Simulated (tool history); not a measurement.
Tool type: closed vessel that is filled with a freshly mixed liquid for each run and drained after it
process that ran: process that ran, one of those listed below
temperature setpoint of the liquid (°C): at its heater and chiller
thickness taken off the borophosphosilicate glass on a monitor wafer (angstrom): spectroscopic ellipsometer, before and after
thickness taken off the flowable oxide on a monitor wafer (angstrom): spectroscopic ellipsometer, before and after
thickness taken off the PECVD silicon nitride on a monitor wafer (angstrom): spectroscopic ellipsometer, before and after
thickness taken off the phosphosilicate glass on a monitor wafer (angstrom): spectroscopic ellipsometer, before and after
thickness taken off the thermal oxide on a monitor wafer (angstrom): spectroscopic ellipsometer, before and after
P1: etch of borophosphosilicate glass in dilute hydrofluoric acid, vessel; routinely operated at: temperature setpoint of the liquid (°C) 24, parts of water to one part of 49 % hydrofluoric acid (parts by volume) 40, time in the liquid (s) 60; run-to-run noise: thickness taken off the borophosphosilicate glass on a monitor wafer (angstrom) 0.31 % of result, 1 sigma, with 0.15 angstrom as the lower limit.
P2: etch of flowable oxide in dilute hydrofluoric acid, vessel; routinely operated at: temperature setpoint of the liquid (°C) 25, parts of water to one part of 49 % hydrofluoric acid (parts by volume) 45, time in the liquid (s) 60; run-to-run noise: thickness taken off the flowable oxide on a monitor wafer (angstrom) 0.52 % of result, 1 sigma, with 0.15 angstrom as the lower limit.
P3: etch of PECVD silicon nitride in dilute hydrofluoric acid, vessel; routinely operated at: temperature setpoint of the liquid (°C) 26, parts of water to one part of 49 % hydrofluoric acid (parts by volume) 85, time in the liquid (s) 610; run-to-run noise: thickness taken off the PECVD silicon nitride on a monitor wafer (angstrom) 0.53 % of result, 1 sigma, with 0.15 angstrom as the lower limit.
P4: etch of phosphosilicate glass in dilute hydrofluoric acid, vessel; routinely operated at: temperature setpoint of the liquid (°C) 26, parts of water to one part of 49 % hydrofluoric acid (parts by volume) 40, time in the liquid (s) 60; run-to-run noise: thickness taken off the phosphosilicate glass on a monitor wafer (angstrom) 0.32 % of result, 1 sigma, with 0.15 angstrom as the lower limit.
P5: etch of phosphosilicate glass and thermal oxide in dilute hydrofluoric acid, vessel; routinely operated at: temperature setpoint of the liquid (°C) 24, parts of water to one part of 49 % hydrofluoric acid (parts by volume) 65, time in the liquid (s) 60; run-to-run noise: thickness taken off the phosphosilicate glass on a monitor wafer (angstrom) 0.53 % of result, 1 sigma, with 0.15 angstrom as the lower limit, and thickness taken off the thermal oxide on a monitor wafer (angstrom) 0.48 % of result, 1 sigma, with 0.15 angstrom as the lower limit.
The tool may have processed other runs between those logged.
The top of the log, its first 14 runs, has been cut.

run	hour	process that ran	temperature setpoint of the liquid (°C)	parts of water to one part of 49 % hydrofluoric acid (parts by volume)	time in the liquid (s)	thickness taken off the borophosphosilicate glass on a monitor wafer (angstrom)	thickness taken off the flowable oxide on a monitor wafer (angstrom)	thickness taken off the PECVD silicon nitride on a monitor wafer (angstrom)	thickness taken off the phosphosilicate glass on a monitor wafer (angstrom)	thickness taken off the thermal oxide on a monitor wafer (angstrom)
15	146.9	P1	18.5	40	60	397.51				
16	156.7	P2	25	45	60		347.27			
17	169.6	P1	31	40	60	664.7				
18	180.5	P5	24	65	60				985.11	45.729
19	187.7	P1	24	60	95	517.84				
20	198.2	P1	24	40	60	502.01				
21	207.9	P4	26	40	60				3328.2	
22	219.8	P1	24	40	85	706.12				
23	226.8	P2	18	45	60		256.92			

Run 24, settings as shown, results not yet in. Your forecast:
24	233.5	P4	26	40	60				?	

thickness taken off the phosphosilicate glass on a monitor wafer (angstrom): 3342.3
